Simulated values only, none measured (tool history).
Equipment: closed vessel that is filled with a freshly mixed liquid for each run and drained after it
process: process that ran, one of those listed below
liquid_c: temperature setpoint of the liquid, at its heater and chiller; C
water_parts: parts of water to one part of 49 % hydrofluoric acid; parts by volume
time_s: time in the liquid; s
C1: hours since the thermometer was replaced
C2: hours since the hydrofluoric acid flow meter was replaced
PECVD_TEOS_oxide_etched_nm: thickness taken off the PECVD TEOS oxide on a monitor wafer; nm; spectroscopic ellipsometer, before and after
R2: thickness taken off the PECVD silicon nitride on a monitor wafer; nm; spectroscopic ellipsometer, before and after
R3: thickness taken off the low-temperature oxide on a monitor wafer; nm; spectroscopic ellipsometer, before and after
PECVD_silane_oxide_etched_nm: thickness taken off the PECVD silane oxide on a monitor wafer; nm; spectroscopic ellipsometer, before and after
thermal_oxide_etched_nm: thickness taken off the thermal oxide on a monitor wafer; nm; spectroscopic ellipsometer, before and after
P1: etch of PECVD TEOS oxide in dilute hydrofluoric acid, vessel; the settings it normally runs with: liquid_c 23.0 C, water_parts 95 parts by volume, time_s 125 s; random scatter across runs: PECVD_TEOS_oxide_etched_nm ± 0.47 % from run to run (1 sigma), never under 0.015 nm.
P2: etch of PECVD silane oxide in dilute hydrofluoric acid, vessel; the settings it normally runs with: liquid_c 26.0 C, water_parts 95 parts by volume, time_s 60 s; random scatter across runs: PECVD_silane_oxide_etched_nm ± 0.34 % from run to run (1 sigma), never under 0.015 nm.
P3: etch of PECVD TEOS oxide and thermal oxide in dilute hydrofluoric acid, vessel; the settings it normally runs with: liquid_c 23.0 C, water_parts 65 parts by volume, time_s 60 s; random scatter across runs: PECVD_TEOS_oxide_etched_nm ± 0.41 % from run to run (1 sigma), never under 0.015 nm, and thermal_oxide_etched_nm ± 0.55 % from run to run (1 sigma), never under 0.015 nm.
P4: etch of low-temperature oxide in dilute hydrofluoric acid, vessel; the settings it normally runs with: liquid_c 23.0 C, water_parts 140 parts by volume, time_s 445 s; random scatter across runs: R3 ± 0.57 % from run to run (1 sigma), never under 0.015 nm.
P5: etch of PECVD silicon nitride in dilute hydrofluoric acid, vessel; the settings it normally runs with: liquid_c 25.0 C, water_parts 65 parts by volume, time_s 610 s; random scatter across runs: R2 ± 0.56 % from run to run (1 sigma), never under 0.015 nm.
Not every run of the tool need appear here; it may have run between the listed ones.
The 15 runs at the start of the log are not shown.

run 16 hour=88.3 | process=P1 liquid_c=23.0 water_parts=95 time_s=125 | C1=314.9 C2=471.2 | PECVD_TEOS_oxide_etched_nm=17.3280
run 17 hour=92.7 | process=P5 liquid_c=21.0 water_parts=65 time_s=610 | C1=319.3 C2=475.6 | R2=43.910
run 18 hour=98.6 | process=P1 liquid_c=23.0 water_parts=95 time_s=125 | C1=325.2 C2=481.5 | PECVD_TEOS_oxide_etched_nm=17.2980
run 19 hour=102.3 | process=P1 liquid_c=23.0 water_parts=135 time_s=125 | C1=328.9 C2=485.2 | PECVD_TEOS_oxide_etched_nm=11.5510
run 20 hour=105.7 | process=P2 liquid_c=33.0 water_parts=95 time_s=60 | C1=332.3 C2=488.6 | PECVD_silane_oxide_etched_nm=15.3400
run 21 hour=111.3 | process=P1 liquid_c=23.0 water_parts=95 time_s=125 | C1=337.9 C2=494.2 | PECVD_TEOS_oxide_etched_nm=17.3010
run 22 hour=116.6 | process=P4 liquid_c=23.0 water_parts=140 time_s=820 | C1=343.2 C2=499.5 | R3=102.700
run 23 hour=121.8 | process=P1 liquid_c=19.0 water_parts=95 time_s=30 | C1=348.4 C2=504.7 | PECVD_TEOS_oxide_etched_nm=3.5536
run 24 hour=128.5 | process=P2 liquid_c=26.0 water_parts=95 time_s=60 | C1=355.1 C2=511.4 | PECVD_silane_oxide_etched_nm=11.8510
run 25 hour=132.5 | process=P5 liquid_c=25.0 water_parts=65 time_s=265 | C1=359.1 C2=515.4 | R2=24.590
run 26 hour=136.4 | process=P4 liquid_c=17.5 water_parts=140 time_s=445 | C1=363.0 C2=519.3 | R3=44.439
run 27 hour=142.0 | process=P2 liquid_c=26.0 water_parts=95 time_s=60 | C1=368.6 C2=524.9 | PECVD_silane_oxide_etched_nm=11.7540
run 28 hour=146.0 | process=P3 liquid_c=23.0 water_parts=95 time_s=60 | C1=372.6 C2=528.9 | PECVD_TEOS_oxide_etched_nm=7.9533 thermal_oxide_etched_nm=2.8392
run 29 hour=149.8 | process=P1 liquid_c=23.0 water_parts=95 time_s=35 | C1=376.4 C2=532.7 | PECVD_TEOS_oxide_etched_nm=4.8435
run 30 hour=153.2 | process=P4 liquid_c=23.0 water_parts=140 time_s=445 | C1=379.8 C2=536.1 | R3=55.711
run 31 hour=158.9 | process=P2 liquid_c=26.0 water_parts=95 time_s=30 | C1=385.5 C2=541.8 | PECVD_silane_oxide_etched_nm=5.9064
run 32 hour=165.3 | process=P3 liquid_c=23.0 water_parts=65 time_s=90 | C1=391.9 C2=548.2 | PECVD_TEOS_oxide_etched_nm=18.2140 thermal_oxide_etched_nm=6.5070
run 33 hour=168.9 | process=P1 liquid_c=23.0 water_parts=45 time_s=125 | C1=395.5 C2=551.8 | PECVD_TEOS_oxide_etched_nm=39.0890
run 34 hour=173.9 | process=P3 liquid_c=31.0 water_parts=65 time_s=60 | C1=400.5 C2=556.8 | PECVD_TEOS_oxide_etched_nm=16.6290 thermal_oxide_etched_nm=5.9877

For run 35, what comes out?
run 35 hour=180.6 | process=P1 liquid_c=23.0 water_parts=95 time_s=125 | C1=407.2 C2=563.5 | PECVD_TEOS_oxide_etched_nm=?

PECVD_TEOS_oxide_etched_nm: 17.4660 nm

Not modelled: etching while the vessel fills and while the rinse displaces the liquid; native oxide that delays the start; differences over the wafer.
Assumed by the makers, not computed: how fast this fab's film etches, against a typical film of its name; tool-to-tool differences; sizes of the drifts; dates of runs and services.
